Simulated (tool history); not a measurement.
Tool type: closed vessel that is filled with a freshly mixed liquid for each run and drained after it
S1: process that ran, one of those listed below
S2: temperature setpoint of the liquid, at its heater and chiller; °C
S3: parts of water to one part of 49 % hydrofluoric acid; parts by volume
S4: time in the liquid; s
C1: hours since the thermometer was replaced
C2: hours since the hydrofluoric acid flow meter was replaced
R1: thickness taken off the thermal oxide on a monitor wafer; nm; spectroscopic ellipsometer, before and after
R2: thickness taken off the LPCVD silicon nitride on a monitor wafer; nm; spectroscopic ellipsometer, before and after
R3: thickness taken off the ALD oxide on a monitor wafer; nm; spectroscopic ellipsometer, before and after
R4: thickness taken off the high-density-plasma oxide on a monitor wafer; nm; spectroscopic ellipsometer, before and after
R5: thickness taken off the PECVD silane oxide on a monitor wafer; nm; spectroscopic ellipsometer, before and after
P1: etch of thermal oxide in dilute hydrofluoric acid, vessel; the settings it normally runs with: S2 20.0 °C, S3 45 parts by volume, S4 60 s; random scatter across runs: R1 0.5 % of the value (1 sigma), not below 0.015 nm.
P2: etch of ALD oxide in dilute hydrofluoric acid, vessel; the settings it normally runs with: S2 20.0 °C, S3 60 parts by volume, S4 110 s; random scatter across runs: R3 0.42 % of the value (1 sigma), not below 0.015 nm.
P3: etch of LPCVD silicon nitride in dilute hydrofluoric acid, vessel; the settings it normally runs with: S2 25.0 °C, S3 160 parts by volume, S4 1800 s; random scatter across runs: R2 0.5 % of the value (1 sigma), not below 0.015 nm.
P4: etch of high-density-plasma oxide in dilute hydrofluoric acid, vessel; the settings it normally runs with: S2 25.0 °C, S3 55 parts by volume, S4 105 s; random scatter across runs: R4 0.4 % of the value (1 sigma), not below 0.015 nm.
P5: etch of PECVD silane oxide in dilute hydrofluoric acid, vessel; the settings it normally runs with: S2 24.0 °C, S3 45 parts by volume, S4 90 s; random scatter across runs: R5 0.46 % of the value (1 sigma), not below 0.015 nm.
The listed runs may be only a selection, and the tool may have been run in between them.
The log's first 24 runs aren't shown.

run,hour,S1,S2,S3,S4,C1,C2,R1,R2,R3,R4,R5
25,244.0,P1,17.0,60,60,716.6,786.7,3.7677,,,,
26,252.6,P3,25.0,160,1800,725.2,795.3,,5.1426,,,
27,258.9,P4,25.0,20,105,731.5,801.6,,,,30.8310,
28,267.7,P5,24.0,70,90,740.3,810.4,,,,,26.278
29,279.1,P1,20.0,45,60,751.7,821.8,5.8030,,,,
30,290.8,P1,20.0,45,95,763.4,833.5,9.1465,,,,
31,304.0,P1,20.0,45,60,776.6,846.7,5.7518,,,,
32,310.4,P1,20.0,45,60,783.0,853.1,5.6578,,,,
33,316.7,P1,20.0,45,60,789.3,859.4,5.5871,,,,
34,327.5,P1,20.0,45,60,800.1,870.2,5.4650,,,,
35,340.6,P1,20.0,45,60,813.2,883.3,5.3725,,,,

Expected results for the next run?
36,347.9,P1,20.0,45,60,820.5,890.6,?,,,,

{"run 36": {"R1": 5.372}}
